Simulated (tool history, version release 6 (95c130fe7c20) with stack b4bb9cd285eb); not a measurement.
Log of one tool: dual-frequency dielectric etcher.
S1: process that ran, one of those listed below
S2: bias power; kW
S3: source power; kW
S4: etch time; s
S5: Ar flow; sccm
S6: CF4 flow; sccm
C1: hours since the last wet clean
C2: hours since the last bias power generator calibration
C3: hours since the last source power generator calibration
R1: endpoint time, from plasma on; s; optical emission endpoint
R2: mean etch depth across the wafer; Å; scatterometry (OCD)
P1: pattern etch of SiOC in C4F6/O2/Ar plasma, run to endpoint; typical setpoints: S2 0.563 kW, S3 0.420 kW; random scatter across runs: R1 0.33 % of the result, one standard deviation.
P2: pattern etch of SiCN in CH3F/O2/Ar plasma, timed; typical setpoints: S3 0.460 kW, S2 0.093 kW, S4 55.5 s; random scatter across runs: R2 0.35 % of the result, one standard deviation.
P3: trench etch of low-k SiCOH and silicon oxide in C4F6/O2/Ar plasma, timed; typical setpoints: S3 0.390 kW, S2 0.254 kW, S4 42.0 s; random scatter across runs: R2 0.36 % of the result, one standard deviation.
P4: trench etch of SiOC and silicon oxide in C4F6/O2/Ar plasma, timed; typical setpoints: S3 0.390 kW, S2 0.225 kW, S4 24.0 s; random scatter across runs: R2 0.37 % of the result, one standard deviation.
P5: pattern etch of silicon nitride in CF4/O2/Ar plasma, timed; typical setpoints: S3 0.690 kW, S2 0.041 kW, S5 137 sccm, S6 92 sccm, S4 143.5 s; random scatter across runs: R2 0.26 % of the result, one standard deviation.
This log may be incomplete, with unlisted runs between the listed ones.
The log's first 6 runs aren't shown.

{"run": 7, "hour": 43.5, "S1": "P1", "S2": 0.755, "S3": 0.3, "C1": 172.7, "C2": 1398.3, "C3": 3604.5, "R1": 13.654}
{"run": 8, "hour": 47.5, "S1": "P5", "S2": 0.041, "S3": 0.69, "S4": 143.5, "S5": 137, "S6": 92, "C1": 176.7, "C2": 1402.3, "C3": 3608.5, "R2": 3224.9}
{"run": 9, "hour": 55.5, "S1": "P2", "S2": 0.093, "S3": 0.58, "S4": 55.5, "C1": 184.7, "C2": 1410.3, "C3": 3616.5, "R2": 259.06}
{"run": 10, "hour": 63.8, "S1": "P1", "S2": 0.563, "S3": 0.56, "C1": 193.0, "C2": 1418.6, "C3": 3624.8, "R1": 12.173}
{"run": 11, "hour": 67.9, "S1": "P5", "S2": 0.041, "S3": 0.69, "S4": 143.5, "S5": 192, "S6": 92, "C1": 197.1, "C2": 1422.7, "C3": 3628.9, "R2": 3047.1}
{"run": 12, "hour": 75.1, "S1": "P4", "S2": 0.225, "S3": 0.26, "S4": 24.0, "C1": 204.3, "C2": 1429.9, "C3": 3636.1, "R2": 440.08}
{"run": 13, "hour": 82.5, "S1": "P1", "S2": 0.784, "S3": 0.42, "C1": 211.7, "C2": 1437.3, "C3": 3643.5, "R1": 11.962}
{"run": 14, "hour": 86.3, "S1": "P5", "S2": 0.041, "S3": 0.69, "S4": 143.5, "S5": 137, "S6": 92, "C1": 215.5, "C2": 1441.1, "C3": 3647.3, "R2": 3230.5}
{"run": 15, "hour": 94.6, "S1": "P1", "S2": 0.563, "S3": 0.42, "C1": 223.8, "C2": 1449.4, "C3": 3655.6, "R1": 13.58}
{"run": 16, "hour": 99.4, "S1": "P1", "S2": 0.712, "S3": 0.51, "C1": 228.6, "C2": 1454.2, "C3": 3660.4, "R1": 11.633}
{"run": 17, "hour": 107.6, "S1": "P1", "S2": 0.328, "S3": 0.42, "C1": 236.8, "C2": 1462.4, "C3": 3668.6, "R1": 16.602}
{"run": 18, "hour": 114.9, "S1": "P1", "S2": 0.563, "S3": 0.42, "C1": 244.1, "C2": 1469.7, "C3": 3675.9, "R1": 13.546}
{"run": 19, "hour": 119.7, "S1": "P5", "S2": 0.025, "S3": 0.69, "S4": 143.5, "S5": 137, "S6": 92, "C1": 248.9, "C2": 1474.5, "C3": 3680.7, "R2": 2721.1}
{"run": 20, "hour": 127.1, "S1": "P5", "S2": 0.041, "S3": 0.56, "S4": 143.5, "S5": 137, "S6": 92, "C1": 256.3, "C2": 1481.9, "C3": 3688.1, "R2": 2680.0}
{"run": 21, "hour": 134.4, "S1": "P3", "S2": 0.254, "S3": 0.5, "S4": 42.0, "C1": 263.6, "C2": 1489.2, "C3": 3695.4, "R2": 1628.8}
{"run": 22, "hour": 141.0, "S1": "P4", "S2": 0.225, "S3": 0.39, "S4": 32.0, "C1": 270.2, "C2": 1495.8, "C3": 3702.0, "R2": 689.46}
{"run": 23, "hour": 145.9, "S1": "P1", "S2": 0.712, "S3": 0.57, "C1": 275.1, "C2": 1500.7, "C3": 3706.9, "R1": 11.063}

Run 24, settings as shown, results not yet in. Your forecast:
{"run": 24, "hour": 149.7, "S1": "P1", "S2": 0.563, "S3": 0.34, "C1": 278.9, "C2": 1504.5, "C3": 3710.7, "R1": "?"}

Run 24 yielded R1 14.641 s.
